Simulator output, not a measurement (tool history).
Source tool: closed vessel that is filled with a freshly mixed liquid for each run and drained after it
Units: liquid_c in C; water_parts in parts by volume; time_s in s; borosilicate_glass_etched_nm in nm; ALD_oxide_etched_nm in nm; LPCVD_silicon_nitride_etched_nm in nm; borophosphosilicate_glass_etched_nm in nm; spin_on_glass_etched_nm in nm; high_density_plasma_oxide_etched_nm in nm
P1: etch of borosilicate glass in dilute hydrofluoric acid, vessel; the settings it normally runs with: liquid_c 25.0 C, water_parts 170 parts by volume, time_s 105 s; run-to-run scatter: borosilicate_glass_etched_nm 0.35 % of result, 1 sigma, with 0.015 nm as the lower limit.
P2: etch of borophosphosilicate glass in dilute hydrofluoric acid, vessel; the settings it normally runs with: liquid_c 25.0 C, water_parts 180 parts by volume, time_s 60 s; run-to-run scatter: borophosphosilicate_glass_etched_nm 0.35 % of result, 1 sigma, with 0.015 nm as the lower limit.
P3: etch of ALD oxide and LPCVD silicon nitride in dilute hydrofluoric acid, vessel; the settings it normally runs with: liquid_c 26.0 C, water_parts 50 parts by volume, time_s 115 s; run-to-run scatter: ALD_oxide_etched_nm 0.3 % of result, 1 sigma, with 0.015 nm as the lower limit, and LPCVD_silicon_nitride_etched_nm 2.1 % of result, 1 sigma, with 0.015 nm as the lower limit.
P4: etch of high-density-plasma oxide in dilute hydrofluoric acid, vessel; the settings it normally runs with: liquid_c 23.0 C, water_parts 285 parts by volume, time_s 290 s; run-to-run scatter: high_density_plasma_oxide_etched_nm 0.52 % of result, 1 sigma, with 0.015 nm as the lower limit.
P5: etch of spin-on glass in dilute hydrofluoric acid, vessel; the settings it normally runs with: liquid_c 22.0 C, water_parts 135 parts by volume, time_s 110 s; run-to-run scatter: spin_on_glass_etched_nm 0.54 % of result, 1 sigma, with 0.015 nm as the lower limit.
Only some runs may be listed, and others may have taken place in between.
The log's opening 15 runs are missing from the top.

run,hour,process,liquid_c,water_parts,time_s,hours since the thermometer was replaced,hours since the hydrofluoric acid flow meter was replaced,borosilicate_glass_etched_nm,ALD_oxide_etched_nm,LPCVD_silicon_nitride_etched_nm,borophosphosilicate_glass_etched_nm,spin_on_glass_etched_nm,high_density_plasma_oxide_etched_nm
16,70.5,P5,22.0,235,110,318.6,633.3,,,,,17.294,
17,75.7,P1,17.5,170,105,323.8,638.5,10.7460,,,,,
18,81.0,P1,18.5,170,150,329.1,643.8,15.9530,,,,,
19,83.8,P4,17.5,285,290,331.9,646.6,,,,,,3.2819
20,87.4,P4,23.0,185,290,335.5,650.2,,,,,,6.8610
21,91.0,P1,25.0,170,105,339.1,653.8,14.3410,,,,,
22,95.2,P1,29.0,255,105,343.3,658.0,10.0010,,,,,
23,100.2,P3,26.0,50,115,348.3,663.0,,38.2200,1.24280,,,
24,102.8,P4,23.0,285,290,350.9,665.6,,,,,,4.0761
25,107.2,P2,31.0,180,60,355.3,670.0,,,,12.6180,,
26,111.9,P5,22.0,135,110,360.0,674.7,,,,,33.310,
27,117.1,P1,25.0,170,105,365.2,679.9,14.3800,,,,,
28,120.2,P2,25.0,275,60,368.3,683.0,,,,6.0339,,
29,124.1,P1,25.0,170,105,372.2,686.9,14.3480,,,,,
30,127.2,P1,25.0,80,105,375.3,690.0,33.8600,,,,,
31,131.5,P1,25.0,170,165,379.6,694.3,22.4710,,,,,
32,137.1,P5,18.0,135,110,385.2,699.9,,,,,28.447,
33,140.1,P1,25.0,170,105,388.2,702.9,14.2710,,,,,
34,143.4,P1,25.0,170,105,391.5,706.2,14.0650,,,,,
35,147.5,P1,25.0,170,105,395.6,710.3,13.8050,,,,,
36,152.3,P1,25.0,170,105,400.4,715.1,13.5610,,,,,
37,157.4,P1,25.0,170,105,405.5,720.2,13.3990,,,,,
38,161.7,P1,25.0,170,105,409.8,724.5,13.3900,,,,,

For run 39, what comes out?
39,166.8,P1,25.0,170,105,414.9,729.6,?,,,,,

Run 39 gave borosilicate_glass_etched_nm 13.3070 nm.

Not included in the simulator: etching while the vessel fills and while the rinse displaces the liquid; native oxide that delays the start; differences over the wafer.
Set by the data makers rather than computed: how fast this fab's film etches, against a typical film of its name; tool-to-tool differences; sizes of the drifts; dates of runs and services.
